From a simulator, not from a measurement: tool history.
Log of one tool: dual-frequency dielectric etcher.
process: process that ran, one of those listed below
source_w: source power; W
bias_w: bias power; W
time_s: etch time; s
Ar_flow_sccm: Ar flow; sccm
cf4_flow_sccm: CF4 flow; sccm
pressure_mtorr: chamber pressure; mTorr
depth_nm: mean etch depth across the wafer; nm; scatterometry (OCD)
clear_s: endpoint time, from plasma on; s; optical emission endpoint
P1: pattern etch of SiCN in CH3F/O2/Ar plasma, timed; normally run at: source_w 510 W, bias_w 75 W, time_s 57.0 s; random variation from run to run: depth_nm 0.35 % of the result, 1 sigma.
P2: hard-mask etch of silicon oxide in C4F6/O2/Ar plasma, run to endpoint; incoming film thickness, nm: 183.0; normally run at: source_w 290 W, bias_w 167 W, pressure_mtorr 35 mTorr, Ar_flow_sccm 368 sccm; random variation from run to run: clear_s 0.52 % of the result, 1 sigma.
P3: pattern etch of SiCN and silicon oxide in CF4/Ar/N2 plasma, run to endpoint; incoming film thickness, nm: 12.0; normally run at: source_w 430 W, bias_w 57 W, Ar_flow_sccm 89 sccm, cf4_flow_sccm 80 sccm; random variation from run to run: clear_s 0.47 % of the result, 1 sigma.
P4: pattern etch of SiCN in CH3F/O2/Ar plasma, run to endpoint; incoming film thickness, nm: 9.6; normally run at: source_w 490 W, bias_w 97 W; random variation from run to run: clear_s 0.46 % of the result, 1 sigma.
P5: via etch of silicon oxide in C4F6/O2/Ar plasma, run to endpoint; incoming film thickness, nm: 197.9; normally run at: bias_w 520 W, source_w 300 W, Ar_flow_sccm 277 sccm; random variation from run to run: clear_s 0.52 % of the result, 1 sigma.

run 1 hour=9.0 | process=P1 source_w=510 bias_w=75 time_s=57.0 | depth_nm=24.510
run 2 hour=25.3 | process=P1 source_w=510 bias_w=75 time_s=57.0 | depth_nm=24.257
run 3 hour=39.4 | process=P1 source_w=640 bias_w=75 time_s=57.0 | depth_nm=26.579
run 4 hour=52.6 | process=P4 source_w=490 bias_w=97 | clear_s=21.489
run 5 hour=68.0 | process=P5 source_w=300 bias_w=520 Ar_flow_sccm=192 | clear_s=45.087
run 6 hour=77.4 | process=P3 source_w=430 bias_w=57 Ar_flow_sccm=89 cf4_flow_sccm=80 | clear_s=15.196
run 7 hour=88.6 | process=P2 source_w=190 bias_w=167 Ar_flow_sccm=368 pressure_mtorr=35 | clear_s=83.019
run 8 hour=105.2 | process=P1 source_w=660 bias_w=75 time_s=74.5 | depth_nm=35.026
run 9 hour=122.7 | process=P3 source_w=430 bias_w=57 Ar_flow_sccm=89 cf4_flow_sccm=60 | clear_s=15.865
run 10 hour=140.2 | process=P2 source_w=290 bias_w=213 Ar_flow_sccm=368 pressure_mtorr=35 | clear_s=65.889
run 11 hour=148.2 | process=P1 source_w=320 bias_w=75 time_s=69.5 | depth_nm=24.842
run 12 hour=165.3 | process=P1 source_w=510 bias_w=56 time_s=57.0 | depth_nm=22.026
run 13 hour=180.0 | process=P1 source_w=510 bias_w=75 time_s=73.5 | depth_nm=31.431
run 14 hour=193.3 | process=P1 source_w=510 bias_w=75 time_s=57.0 | depth_nm=24.379
run 15 hour=209.5 | process=P5 source_w=300 bias_w=699 Ar_flow_sccm=277 | clear_s=41.856
run 16 hour=224.7 | process=P3 source_w=430 bias_w=57 Ar_flow_sccm=89 cf4_flow_sccm=80 | clear_s=15.264
run 17 hour=241.7 | process=P1 source_w=510 bias_w=75 time_s=57.0 | depth_nm=24.549
-- hour=255.8 bias power generator calibrated
run 18 hour=255.9 | process=P1 source_w=310 bias_w=75 time_s=57.0 | depth_nm=20.252
run 19 hour=264.1 | process=P1 source_w=400 bias_w=59 time_s=57.0 | depth_nm=20.443
run 20 hour=277.9 | process=P4 source_w=290 bias_w=97 | clear_s=26.341
run 21 hour=295.2 | process=P4 source_w=490 bias_w=57 | clear_s=26.120
run 22 hour=308.1 | process=P1 source_w=510 bias_w=75 time_s=33.5 | depth_nm=14.265
run 23 hour=323.9 | process=P1 source_w=510 bias_w=95 time_s=57.0 | depth_nm=26.534
run 24 hour=332.8 | process=P3 source_w=430 bias_w=36 Ar_flow_sccm=89 cf4_flow_sccm=80 | clear_s=17.468
run 25 hour=347.8 | process=P3 source_w=430 bias_w=57 Ar_flow_sccm=62 cf4_flow_sccm=80 | clear_s=14.370
run 26 hour=361.8 | process=P2 source_w=290 bias_w=167 Ar_flow_sccm=298 pressure_mtorr=35 | clear_s=69.294
run 27 hour=369.6 | process=P2 source_w=290 bias_w=167 Ar_flow_sccm=368 pressure_mtorr=45 | clear_s=72.226
run 28 hour=386.7 | process=P3 source_w=290 bias_w=57 Ar_flow_sccm=89 cf4_flow_sccm=80 | clear_s=21.566
run 29 hour=396.7 | process=P5 source_w=300 bias_w=520 Ar_flow_sccm=277 | clear_s=46.558
run 30 hour=406.3 | process=P5 source_w=180 bias_w=520 Ar_flow_sccm=277 | clear_s=56.877
run 31 hour=417.2 | process=P2 source_w=290 bias_w=167 Ar_flow_sccm=368 pressure_mtorr=35 | clear_s=70.792
run 32 hour=432.0 | process=P1 source_w=510 bias_w=75 time_s=57.0 | depth_nm=24.443
run 33 hour=449.2 | process=P1 source_w=510 bias_w=75 time_s=57.0 | depth_nm=24.189
run 34 hour=461.1 | process=P1 source_w=510 bias_w=75 time_s=57.0 | depth_nm=24.159
run 35 hour=472.8 | process=P1 source_w=510 bias_w=75 time_s=57.0 | depth_nm=24.105
run 36 hour=489.8 | process=P1 source_w=510 bias_w=75 time_s=57.0 | depth_nm=24.184
-- hour=494.0 wet clean of the chamber
run 37 hour=500.5 | process=P1 source_w=510 bias_w=75 time_s=57.0 | depth_nm=23.824
run 38 hour=515.2 | process=P1 source_w=510 bias_w=75 time_s=57.0 | depth_nm=24.012
run 39 hour=528.9 | process=P1 source_w=510 bias_w=75 time_s=57.0 | depth_nm=24.093
run 40 hour=538.8 | process=P1 source_w=510 bias_w=75 time_s=57.0 | depth_nm=23.845
run 41 hour=554.6 | process=P1 source_w=510 bias_w=75 time_s=57.0 | depth_nm=23.838
run 42 hour=571.0 | process=P1 source_w=510 bias_w=75 time_s=57.0 | depth_nm=23.896
run 43 hour=581.3 | process=P1 source_w=510 bias_w=75 time_s=57.0 | depth_nm=23.876

What P1 gives has crept away from where it was. These 2 causes fit the log equally well, each at the size given:
A: bias power that arrives under what is set, % = 4.91
B: source power that arrives under what is set, % = 4.55
The creep began at about hour 432.0.
Why every other cause is out:
chamber walls in a state that lowers the etch rate, %: serviced at hour 494.0, which brought nothing back

4 check runs are offered, each on 2 wafers whose results are averaged, their results left as question marks. Which one tells the causes apart?
run check 1 hour=591.6 | process=P5 source_w=300 bias_w=672 Ar_flow_sccm=202 | clear_s=?
run check 2 hour=591.6 | process=P4 source_w=300 bias_w=80 | clear_s=?
run check 3 hour=591.6 | process=P3 source_w=330 bias_w=46 Ar_flow_sccm=89 cf4_flow_sccm=80 | clear_s=?
run check 4 hour=591.6 | process=P2 source_w=220 bias_w=212 Ar_flow_sccm=368 pressure_mtorr=35 | clear_s=?

What each check would give under each cause:
check=check_1 result=clear_s if_A=41.727 if_B=41.607
check=check_2 result=clear_s if_A=28.351 if_B=28.317
check=check_3 result=clear_s if_A=20.837 if_B=21.401
check=check_4 result=clear_s if_A=73.938 if_B=73.988
How far apart the two closest causes lie, in the result that separates them most: check 1 0.29 %; check 2 0.12 %; check 3 2.67 %; check 4 0.07 %
Only check 3 tells the causes apart: in the others they would give nearly the same result.

Check 3 was then run and gave: clear_s 20.907 s. Which cause is it?

It is A: bias power that arrives under what is set, %.
